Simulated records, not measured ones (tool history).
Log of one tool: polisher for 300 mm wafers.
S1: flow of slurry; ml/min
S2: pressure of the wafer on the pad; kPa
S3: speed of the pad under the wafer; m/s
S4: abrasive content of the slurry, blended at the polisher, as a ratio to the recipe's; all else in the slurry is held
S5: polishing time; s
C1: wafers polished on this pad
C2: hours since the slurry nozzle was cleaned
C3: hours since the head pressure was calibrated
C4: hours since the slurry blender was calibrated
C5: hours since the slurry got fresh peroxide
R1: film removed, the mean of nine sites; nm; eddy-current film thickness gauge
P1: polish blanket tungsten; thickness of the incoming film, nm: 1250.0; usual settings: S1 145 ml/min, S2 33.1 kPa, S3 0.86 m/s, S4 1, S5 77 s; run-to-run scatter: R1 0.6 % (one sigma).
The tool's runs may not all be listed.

run,hour,S1,S2,S3,S4,S5,C1,C2,C3,C4,C5,R1
1,10.1,145,33.1,0.86,1,77,537,318,617.9,45.5,122.7,416.81
2,27.8,145,15.2,0.86,1,77,685,335.7,635.6,63.2,140.4,192.01
3,44.3,85,33.1,0.86,1,77,824,352.2,652.1,79.7,156.9,376.15
4,57.4,145,33.1,0.86,1,77,933,365.3,665.2,92.8,170,419.8
5,70.3,145,33.1,0.86,0.7,77,1042,378.2,678.1,105.7,182.9,391
6,87.7,145,33.1,1.22,0.6,77,1187,395.6,695.5,123.1,200.3,528.38
7,105.1,145,33.1,0.86,1,108,1333,413,712.9,140.5,217.7,589.74
8,117.1,195,33.1,0.86,1,35,1434,425,724.9,152.5,229.7,200.07
9,127.8,145,33.1,0.86,1.4,77,1523,435.7,735.6,163.2,240.4,454.58
10,139.7,145,33.1,0.86,1,77,1623,447.6,747.5,175.1,252.3,420.81
11,157.4,145,51.7,0.86,1,77,1771,465.3,765.2,192.8,270,662.85
12,171.1,145,33.1,0.86,1,35,1886,479,778.9,206.5,283.7,191.27
13,182.1,145,33.1,0.86,1,77,1978,490,789.9,217.5,294.7,425.53
14,197.6,145,33.1,0.86,1,77,2108,505.5,805.4,233,310.2,419.43
15,212.7,145,33.1,0.86,1,77,2235,520.6,820.5,248.1,325.3,419.27
16,230,145,33.1,0.48,1,77,2380,537.9,837.8,265.4,342.6,234.4
17,241.2,210,33.1,0.86,1,77,2473,549.1,849,276.6,353.8,444.23
18,254.1,145,24.8,0.86,1,104,2581,562,861.9,289.5,366.7,422.35
19,266,145,33.1,1.14,1,77,2681,573.9,873.8,301.4,378.6,559.24
20,283.8,145,33.1,0.86,1,77,2830,591.7,891.6,319.2,396.4,419.05
21,297.3,145,33.1,0.86,1,77,2943,605.2,905.1,332.7,409.9,405.26
22,305.5,145,33.1,0.86,1,77,3012,613.4,913.3,340.9,418.1,399.63
23,321.1,145,33.1,0.86,1,77,3143,629,928.9,356.5,433.7,391.82

Forecast run 24:
# hour 335.6: worn pad replaced by a new one
24,336.7,145,33.1,0.86,1,77,9,644.6,944.5,372.1,449.3,?

R1: 388.65 nm

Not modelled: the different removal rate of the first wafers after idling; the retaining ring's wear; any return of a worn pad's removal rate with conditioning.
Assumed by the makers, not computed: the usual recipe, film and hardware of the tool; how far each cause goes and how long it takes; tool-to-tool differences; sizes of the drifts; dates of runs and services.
